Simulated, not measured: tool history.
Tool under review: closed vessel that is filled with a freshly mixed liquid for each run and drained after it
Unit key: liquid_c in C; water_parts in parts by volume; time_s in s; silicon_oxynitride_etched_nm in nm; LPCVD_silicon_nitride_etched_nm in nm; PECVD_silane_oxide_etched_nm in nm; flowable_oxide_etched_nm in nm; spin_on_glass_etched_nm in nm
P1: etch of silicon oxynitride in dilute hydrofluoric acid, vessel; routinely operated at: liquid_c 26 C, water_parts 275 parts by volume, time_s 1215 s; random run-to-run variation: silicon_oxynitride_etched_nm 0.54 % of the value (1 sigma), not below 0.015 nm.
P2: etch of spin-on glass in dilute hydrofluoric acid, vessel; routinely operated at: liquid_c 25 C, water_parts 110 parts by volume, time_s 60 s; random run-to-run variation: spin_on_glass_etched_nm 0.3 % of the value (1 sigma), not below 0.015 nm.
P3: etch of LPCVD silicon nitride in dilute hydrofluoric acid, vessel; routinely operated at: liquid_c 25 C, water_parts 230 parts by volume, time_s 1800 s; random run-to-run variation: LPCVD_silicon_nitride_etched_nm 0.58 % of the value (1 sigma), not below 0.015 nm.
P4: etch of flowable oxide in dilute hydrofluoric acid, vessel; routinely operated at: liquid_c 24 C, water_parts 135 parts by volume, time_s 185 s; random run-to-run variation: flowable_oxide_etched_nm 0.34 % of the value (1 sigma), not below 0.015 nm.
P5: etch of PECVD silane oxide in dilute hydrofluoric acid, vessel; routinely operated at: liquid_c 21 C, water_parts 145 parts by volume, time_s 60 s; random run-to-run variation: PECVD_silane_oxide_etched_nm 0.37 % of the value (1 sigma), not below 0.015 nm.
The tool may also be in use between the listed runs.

run	hour	process	liquid_c	water_parts	time_s	hours since the thermometer was replaced	hours since the hydrofluoric acid flow meter was replaced	silicon_oxynitride_etched_nm	LPCVD_silicon_nitride_etched_nm	PECVD_silane_oxide_etched_nm	flowable_oxide_etched_nm	spin_on_glass_etched_nm
1	4.9	P1	26	275	1215	625.1	382.1	7.052				
2	13.4	P3	25	135	1800	633.6	390.6		7.3799			
3	20.8	P1	32	275	1215	641	398	9.0404				
4	26.6	P3	17.5	230	1800	646.8	403.8		2.6653			
5	33.6	P5	21	145	60	653.8	410.8			14.942		
6	42.4	P1	26	275	1215	662.6	419.6	7.0255				
7	48.5	P1	26	375	1215	668.7	425.7	4.8455				
8	54.2	P4	20	135	185	674.4	431.4				25.384	
9	63.3	P1	21	275	1215	683.5	440.5	5.7778				
10	67.7	P1	26	275	2090	687.9	444.9	12.293				
11	73.9	P2	25	65	60	694.1	451.1					38.882
12	82.2	P5	21	145	30	702.4	459.4			7.4746		
13	90.7	P1	26	275	1215	710.9	467.9	7.0396				
14	94.9	P1	26	275	405	715.1	472.1	2.3704				
15	101	P2	18.5	110	60	721.2	478.2					16.726
16	105.4	P3	25	230	775	725.6	482.6		1.8514			
17	112	P5	27.5	145	60	732.2	489.2			19.262		
18	121.2	P1	26	275	1215	741.4	498.4	7.123				
19	127.7	P1	26	105	1215	747.9	504.9	21.177				
20	133.7	P4	24	135	185	753.9	510.9				29.646	
21	140.8	P1	34	165	1215	761	518	18.175				
22	148.3	P2	25	110	60	768.5	525.5					21.716
23	156.4	P1	26	275	1215	776.6	533.6	7.0752				
24	164.7	P2	25	110	30	784.9	541.9					10.847
25	170.7	P4	24	245	185	790.9	547.9				14.618	
26	178	P5	21	145	60	798.2	555.2			14.853		
# hour 178.9: thermometer replaced
27	184.4	P4	24	135	185	5.5	561.6				29.578	
28	191	P5	21	225	60	12.1	568.2			8.853		
29	199.5	P4	24	135	50	20.6	576.7				8.0622	
30	206.6	P1	26	275	1215	27.7	583.8	7.0765				
31	213.5	P3	25	230	1800	34.6	590.7		4.2629			
32	221.8	P1	26	275	1215	42.9	599	7.0892				
33	227.4	P1	26	275	1215	48.5	604.6	7.2735				
34	231.6	P1	26	275	1215	52.7	608.8	7.3666				
35	236.6	P1	26	275	1215	57.7	613.8	7.4031				
36	245.5	P1	26	275	1215	66.6	622.7	7.5107				
37	250	P1	26	275	1215	71.1	627.2	7.6359				
38	256.4	P1	26	275	1215	77.5	633.6	7.625				
39	265	P1	26	275	1215	86.1	642.2	7.665				
40	273.7	P1	26	275	1215	94.8	650.9	7.703				
41	279.4	P1	26	275	1215	100.5	656.6	7.6966				
42	283.5	P1	26	275	1215	104.6	660.7	7.6483				
43	291.4	P1	26	275	1215	112.5	668.6	7.7405				

Something has made what P1 gives creep away from where it was; the 2 causes below, each at its own stated size, fit the log equally well:
A: hydrofluoric acid flow above the setpoint (%) = 7.16
B: liquid hotter than its thermometer reads (K) = 2
Creep in the process output first set in at about hour 221.8.

Below are 4 check runs, each on a single wafer, with their results shown as question marks. Which of them would tell the listed causes apart, meaning the causes would give clearly different results under it?
check 1	299.3	P4	24	135	185						?	
check 2	299.3	P3	25	230	1800				?			
check 3	299.3	P2	25	110	60							?
check 4	299.3	P5	21	145	60					?		

What each check would give under each cause:
check	result	if A	if B
check 1	flowable_oxide_etched_nm	32.202	32.098
check 2	LPCVD_silicon_nitride_etched_nm	4.6071	4.8621
check 3	spin_on_glass_etched_nm	23.521	23.495
check 4	PECVD_silane_oxide_etched_nm	16.192	16.17
Gap, in per cent, between the two causes that each check separates least, read from the result that separates them most: check 1 0.32 %; check 2 5.39 %; check 3 0.11 %; check 4 0.14 %
Check 2 tells the causes apart: in the others they would give nearly the same result.

Running check 2 produced the following: LPCVD_silicon_nitride_etched_nm 4.8499 nm. Which one of the listed causes fits?

The correct cause is B, namely: liquid hotter than its thermometer reads (K).
